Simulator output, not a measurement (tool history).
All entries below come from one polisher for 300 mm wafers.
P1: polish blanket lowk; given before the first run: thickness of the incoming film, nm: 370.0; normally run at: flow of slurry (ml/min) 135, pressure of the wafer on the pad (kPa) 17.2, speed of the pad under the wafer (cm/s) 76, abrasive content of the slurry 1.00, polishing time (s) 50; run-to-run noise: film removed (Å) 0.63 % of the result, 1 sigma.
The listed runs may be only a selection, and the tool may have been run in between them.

| run | hour | flow of slurry (ml/min) | pressure of the wafer on the pad (kPa) | speed of the pad under the wafer (cm/s) | abrasive content of the slurry | polishing time (s) | wafers polished on this pad | hours since the slurry nozzle was cleaned | hours since the head pressure was calibrated | hours since the slurry blender was calibrated | hours since the conditioning disc was replaced | film removed (Å) |
|---|---|---|---|---|---|---|---|---|---|---|---|---|
| 1 | 10.3 | 135 | 17.2 | 76 | 1.00 | 50 | 705 | 320.0 | 766.5 | 162.8 | 416.0 | 209.29 |
| 2 | 22.5 | 210 | 17.2 | 76 | 1.00 | 50 | 789 | 332.2 | 778.7 | 175.0 | 428.2 | 225.54 |
| 3 | 39.0 | 135 | 17.2 | 76 | 1.00 | 28 | 901 | 348.7 | 795.2 | 191.5 | 444.7 | 116.06 |
| 4 | 53.0 | 135 | 17.2 | 76 | 1.00 | 78 | 997 | 362.7 | 809.2 | 205.5 | 458.7 | 325.96 |
| 5 | 62.9 | 135 | 17.2 | 76 | 1.00 | 50 | 1065 | 372.6 | 819.1 | 215.4 | 468.6 | 207.89 |
| 6 | 72.4 | 135 | 24.8 | 76 | 0.65 | 50 | 1130 | 382.1 | 828.6 | 224.9 | 478.1 | 239.89 |
|  | 73.2 | head pressure recalibrated |
| 7 | 83.0 | 135 | 17.2 | 76 | 1.45 | 50 | 1202 | 392.7 | 9.9 | 235.5 | 488.7 | 244.30 |
| 8 | 98.0 | 135 | 17.2 | 34 | 1.00 | 50 | 1305 | 407.7 | 24.9 | 250.5 | 503.7 | 110.16 |
| 9 | 110.9 | 135 | 17.2 | 76 | 1.00 | 50 | 1393 | 420.6 | 37.8 | 263.4 | 516.6 | 206.55 |
| 10 | 121.5 | 135 | 17.2 | 76 | 1.00 | 50 | 1465 | 431.2 | 48.4 | 274.0 | 527.2 | 208.47 |
| 11 | 132.2 | 135 | 17.2 | 108 | 1.00 | 50 | 1539 | 441.9 | 59.1 | 284.7 | 537.9 | 275.34 |
| 12 | 143.1 | 135 | 24.1 | 76 | 1.00 | 74 | 1613 | 452.8 | 70.0 | 295.6 | 548.8 | 431.80 |
| 13 | 153.8 | 135 | 17.2 | 76 | 0.50 | 50 | 1686 | 463.5 | 80.7 | 306.3 | 559.5 | 142.58 |
| 14 | 165.2 | 135 | 23.4 | 42 | 1.00 | 50 | 1764 | 474.9 | 92.1 | 317.7 | 570.9 | 175.35 |
| 15 | 177.0 | 135 | 17.2 | 76 | 1.00 | 50 | 1845 | 486.7 | 103.9 | 329.5 | 582.7 | 208.09 |
| 16 | 193.1 | 135 | 26.9 | 76 | 1.00 | 50 | 1955 | 502.8 | 120.0 | 345.6 | 598.8 | 327.63 |
|  | 196.7 | conditioning disc replaced and pad reconditioned |
| 17 | 204.8 | 135 | 17.2 | 76 | 1.00 | 50 | 2035 | 514.5 | 131.7 | 357.3 | 8.1 | 207.11 |
| 18 | 213.3 | 80 | 17.2 | 76 | 1.00 | 50 | 2093 | 523.0 | 140.2 | 365.8 | 16.6 | 183.49 |
| 19 | 228.8 | 135 | 7.6 | 76 | 1.00 | 50 | 2199 | 538.5 | 155.7 | 381.3 | 32.1 | 92.45 |

What will run 20 give?
| 20 | 238.7 | 135 | 17.2 | 76 | 1.00 | 50 | 2267 | 548.4 | 165.6 | 391.2 | 42.0 | ? |

{"run 20": {"film removed (Å)": 211.16}}
